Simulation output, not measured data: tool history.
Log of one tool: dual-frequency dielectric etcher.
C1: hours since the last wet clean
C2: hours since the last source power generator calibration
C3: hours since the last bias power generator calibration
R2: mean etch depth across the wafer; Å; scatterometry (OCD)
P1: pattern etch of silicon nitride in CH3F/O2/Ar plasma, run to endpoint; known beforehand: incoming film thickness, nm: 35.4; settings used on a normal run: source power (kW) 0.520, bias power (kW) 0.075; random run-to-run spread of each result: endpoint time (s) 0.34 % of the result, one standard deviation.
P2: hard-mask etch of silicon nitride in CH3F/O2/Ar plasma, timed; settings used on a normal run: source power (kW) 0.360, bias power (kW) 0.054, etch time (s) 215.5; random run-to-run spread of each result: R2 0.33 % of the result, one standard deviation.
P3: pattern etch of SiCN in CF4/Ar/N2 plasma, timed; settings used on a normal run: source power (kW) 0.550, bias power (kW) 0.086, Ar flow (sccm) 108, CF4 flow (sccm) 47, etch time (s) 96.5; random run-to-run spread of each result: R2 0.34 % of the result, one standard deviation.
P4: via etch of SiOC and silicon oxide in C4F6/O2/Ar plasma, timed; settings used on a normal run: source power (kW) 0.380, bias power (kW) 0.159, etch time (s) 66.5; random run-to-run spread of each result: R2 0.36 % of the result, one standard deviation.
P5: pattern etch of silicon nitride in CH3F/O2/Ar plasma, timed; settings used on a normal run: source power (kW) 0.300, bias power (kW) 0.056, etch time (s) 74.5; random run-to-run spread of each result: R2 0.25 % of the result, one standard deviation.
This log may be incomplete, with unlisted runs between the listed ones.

run 1 hour=6.5 | process_that_ran=P1 source_power_(kW)=0.520 bias_power_(kW)=0.075 | C1=130.9 C2=955.2 C3=297.4 | endpoint_time_(s)=46.360
run 2 hour=10.5 | process_that_ran=P4 source_power_(kW)=0.230 bias_power_(kW)=0.159 etch_time_(s)=66.5 | C1=134.9 C2=959.2 C3=301.4 | R2=589.45
run 3 hour=14.7 | process_that_ran=P2 source_power_(kW)=0.360 bias_power_(kW)=0.054 etch_time_(s)=215.5 | C1=139.1 C2=963.4 C3=305.6 | R2=1291.90
run 4 hour=19.7 | process_that_ran=P1 source_power_(kW)=0.620 bias_power_(kW)=0.075 | C1=144.1 C2=968.4 C3=310.6 | endpoint_time_(s)=43.710
run 5 hour=25.5 | process_that_ran=P4 source_power_(kW)=0.380 bias_power_(kW)=0.159 etch_time_(s)=42.5 | C1=149.9 C2=974.2 C3=316.4 | R2=462.27
run 6 hour=32.4 | process_that_ran=P1 source_power_(kW)=0.520 bias_power_(kW)=0.075 | C1=156.8 C2=981.1 C3=323.3 | endpoint_time_(s)=46.724
run 7 hour=36.7 | process_that_ran=P4 source_power_(kW)=0.380 bias_power_(kW)=0.159 etch_time_(s)=66.5 | C1=161.1 C2=985.4 C3=327.6 | R2=718.79
run 8 hour=42.3 | process_that_ran=P1 source_power_(kW)=0.680 bias_power_(kW)=0.097 | C1=166.7 C2=991.0 C3=333.2 | endpoint_time_(s)=38.435
run 9 hour=49.6 | process_that_ran=P3 source_power_(kW)=0.550 bias_power_(kW)=0.113 etch_time_(s)=96.5 Ar_flow_(sccm)=108 CF4_flow_(sccm)=47 | C1=174.0 C2=998.3 C3=340.5 | R2=1096.00
run 10 hour=56.2 | process_that_ran=P3 source_power_(kW)=0.550 bias_power_(kW)=0.086 etch_time_(s)=143.0 Ar_flow_(sccm)=108 CF4_flow_(sccm)=47 | C1=180.6 C2=1004.9 C3=347.1 | R2=1459.10
run 11 hour=59.7 | process_that_ran=P3 source_power_(kW)=0.550 bias_power_(kW)=0.086 etch_time_(s)=96.5 Ar_flow_(sccm)=65 CF4_flow_(sccm)=47 | C1=184.1 C2=1008.4 C3=350.6 | R2=1064.10
-- hour=59.9 bias power generator calibrated
run 12 hour=64.3 | process_that_ran=P5 source_power_(kW)=0.300 bias_power_(kW)=0.056 etch_time_(s)=74.5 | C1=188.7 C2=1013.0 C3=4.4 | R2=430.92
run 13 hour=71.1 | process_that_ran=P1 source_power_(kW)=0.520 bias_power_(kW)=0.075 | C1=195.5 C2=1019.8 C3=11.2 | endpoint_time_(s)=46.354
run 14 hour=75.7 | process_that_ran=P5 source_power_(kW)=0.300 bias_power_(kW)=0.056 etch_time_(s)=105.0 | C1=200.1 C2=1024.4 C3=15.8 | R2=606.94
run 15 hour=82.7 | process_that_ran=P1 source_power_(kW)=0.520 bias_power_(kW)=0.075 | C1=207.1 C2=1031.4 C3=22.8 | endpoint_time_(s)=46.981
run 16 hour=88.4 | process_that_ran=P4 source_power_(kW)=0.380 bias_power_(kW)=0.113 etch_time_(s)=66.5 | C1=212.8 C2=1037.1 C3=28.5 | R2=650.76
run 17 hour=93.7 | process_that_ran=P1 source_power_(kW)=0.520 bias_power_(kW)=0.061 | C1=218.1 C2=1042.4 C3=33.8 | endpoint_time_(s)=50.164
run 18 hour=100.4 | process_that_ran=P3 source_power_(kW)=0.550 bias_power_(kW)=0.086 etch_time_(s)=96.5 Ar_flow_(sccm)=108 CF4_flow_(sccm)=47 | C1=224.8 C2=1049.1 C3=40.5 | R2=986.65
run 19 hour=104.7 | process_that_ran=P2 source_power_(kW)=0.360 bias_power_(kW)=0.038 etch_time_(s)=215.5 | C1=229.1 C2=1053.4 C3=44.8 | R2=1150.90
run 20 hour=111.6 | process_that_ran=P1 source_power_(kW)=0.360 bias_power_(kW)=0.075 | C1=236.0 C2=1060.3 C3=51.7 | endpoint_time_(s)=53.714
-- hour=112.3 wet clean of the chamber
run 21 hour=118.3 | process_that_ran=P1 source_power_(kW)=0.520 bias_power_(kW)=0.104 | C1=6.1 C2=1067.0 C3=58.4 | endpoint_time_(s)=41.419
run 22 hour=123.0 | process_that_ran=P3 source_power_(kW)=0.550 bias_power_(kW)=0.086 etch_time_(s)=96.5 Ar_flow_(sccm)=108 CF4_flow_(sccm)=31 | C1=10.8 C2=1071.7 C3=63.1 | R2=917.65
run 23 hour=127.6 | process_that_ran=P1 source_power_(kW)=0.520 bias_power_(kW)=0.075 | C1=15.4 C2=1076.3 C3=67.7 | endpoint_time_(s)=46.566
run 24 hour=134.9 | process_that_ran=P1 source_power_(kW)=0.430 bias_power_(kW)=0.047 | C1=22.7 C2=1083.6 C3=75.0 | endpoint_time_(s)=58.662
run 25 hour=142.6 | process_that_ran=P5 source_power_(kW)=0.300 bias_power_(kW)=0.073 etch_time_(s)=74.5 | C1=30.4 C2=1091.3 C3=82.7 | R2=471.18
run 26 hour=150.5 | process_that_ran=P3 source_power_(kW)=0.420 bias_power_(kW)=0.086 etch_time_(s)=96.5 Ar_flow_(sccm)=108 CF4_flow_(sccm)=47 | C1=38.3 C2=1099.2 C3=90.6 | R2=774.39
run 27 hour=154.3 | process_that_ran=P2 source_power_(kW)=0.210 bias_power_(kW)=0.054 etch_time_(s)=215.5 | C1=42.1 C2=1103.0 C3=94.4 | R2=1046.60
run 28 hour=159.4 | process_that_ran=P1 source_power_(kW)=0.520 bias_power_(kW)=0.075 | C1=47.2 C2=1108.1 C3=99.5 | endpoint_time_(s)=46.621
run 29 hour=166.7 | process_that_ran=P1 source_power_(kW)=0.710 bias_power_(kW)=0.092 | C1=54.5 C2=1115.4 C3=106.8 | endpoint_time_(s)=38.638
run 30 hour=171.6 | process_that_ran=P2 source_power_(kW)=0.360 bias_power_(kW)=0.054 etch_time_(s)=215.5 | C1=59.4 C2=1120.3 C3=111.7 | R2=1289.10
run 31 hour=178.2 | process_that_ran=P5 source_power_(kW)=0.430 bias_power_(kW)=0.056 etch_time_(s)=74.5 | C1=66.0 C2=1126.9 C3=118.3 | R2=494.04
run 32 hour=185.3 | process_that_ran=P2 source_power_(kW)=0.360 bias_power_(kW)=0.054 etch_time_(s)=313.5 | C1=73.1 C2=1134.0 C3=125.4 | R2=1881.80
run 33 hour=188.9 | process_that_ran=P1 source_power_(kW)=0.520 bias_power_(kW)=0.075 | C1=76.7 C2=1137.6 C3=129.0 | endpoint_time_(s)=46.738
run 34 hour=194.9 | process_that_ran=P1 source_power_(kW)=0.520 bias_power_(kW)=0.075 | C1=82.7 C2=1143.6 C3=135.0 | endpoint_time_(s)=47.177
run 35 hour=201.0 | process_that_ran=P1 source_power_(kW)=0.520 bias_power_(kW)=0.075 | C1=88.8 C2=1149.7 C3=141.1 | endpoint_time_(s)=46.988
run 36 hour=204.8 | process_that_ran=P1 source_power_(kW)=0.520 bias_power_(kW)=0.075 | C1=92.6 C2=1153.5 C3=144.9 | endpoint_time_(s)=47.196
run 37 hour=211.0 | process_that_ran=P1 source_power_(kW)=0.520 bias_power_(kW)=0.075 | C1=98.8 C2=1159.7 C3=151.1 | endpoint_time_(s)=47.400
run 38 hour=217.0 | process_that_ran=P1 source_power_(kW)=0.520 bias_power_(kW)=0.075 | C1=104.8 C2=1165.7 C3=157.1 | endpoint_time_(s)=47.295
-- hour=222.7 wet clean of the chamber
run 39 hour=224.9 | process_that_ran=P1 source_power_(kW)=0.520 bias_power_(kW)=0.075 | C1=2.3 C2=1173.6 C3=165.0 | endpoint_time_(s)=47.077
run 40 hour=230.9 | process_that_ran=P1 source_power_(kW)=0.520 bias_power_(kW)=0.075 | C1=8.3 C2=1179.6 C3=171.0 | endpoint_time_(s)=47.376
run 41 hour=235.1 | process_that_ran=P1 source_power_(kW)=0.520 bias_power_(kW)=0.075 | C1=12.5 C2=1183.8 C3=175.2 | endpoint_time_(s)=47.603
run 42 hour=238.9 | process_that_ran=P1 source_power_(kW)=0.520 bias_power_(kW)=0.075 | C1=16.3 C2=1187.6 C3=179.0 | endpoint_time_(s)=47.602

Something has made what P1 gives creep away from where it was; the 2 causes below, each at its own stated size, fit the log equally well:
A: source power that arrives under what is set, % = 4.38
B: bias power that arrives under what is set, % = 4.93
The creep began at about hour 188.9.
All other causes, with the reason each is excluded:
chamber walls in a state that lowers the etch rate, %: work on it at hour 222.7, done after the drift set in, did not restore what the process gave before

You are offered 4 check runs, listed below with question marks in place of their results; each one averages 2 wafers. Which run separates the listed causes by giving clearly different results for each?
run check 1 hour=242.7 | process_that_ran=P2 source_power_(kW)=0.360 bias_power_(kW)=0.040 etch_time_(s)=299.5 | R2=?
run check 2 hour=242.7 | process_that_ran=P3 source_power_(kW)=0.550 bias_power_(kW)=0.086 etch_time_(s)=96.5 Ar_flow_(sccm)=71 CF4_flow_(sccm)=47 | R2=?
run check 3 hour=242.7 | process_that_ran=P5 source_power_(kW)=0.410 bias_power_(kW)=0.056 etch_time_(s)=74.5 | R2=?
run check 4 hour=242.7 | process_that_ran=P4 source_power_(kW)=0.230 bias_power_(kW)=0.159 etch_time_(s)=48.0 | R2=?

Predicted outcomes, by check and by cause:
check=check_1 result=R2 if_A=1603.70 if_B=1608.20
check=check_2 result=R2 if_A=1007.00 if_B=1028.50
check=check_3 result=R2 if_A=477.30 if_B=477.83
check=check_4 result=R2 if_A=421.51 if_B=421.87
Per check, the gap between the least separated pair of causes, taken in the result that splits them most: check 1 0.28 %; check 2 2.12 %; check 3 0.11 %; check 4 0.08 %
Check 2 tells the causes apart: in the others they would give nearly the same result.

Check 2 has now been run. It gave: R2 1029.70 Å. Which of the candidate causes is it?

Of the candidate causes, it is B: bias power that arrives under what is set, %.
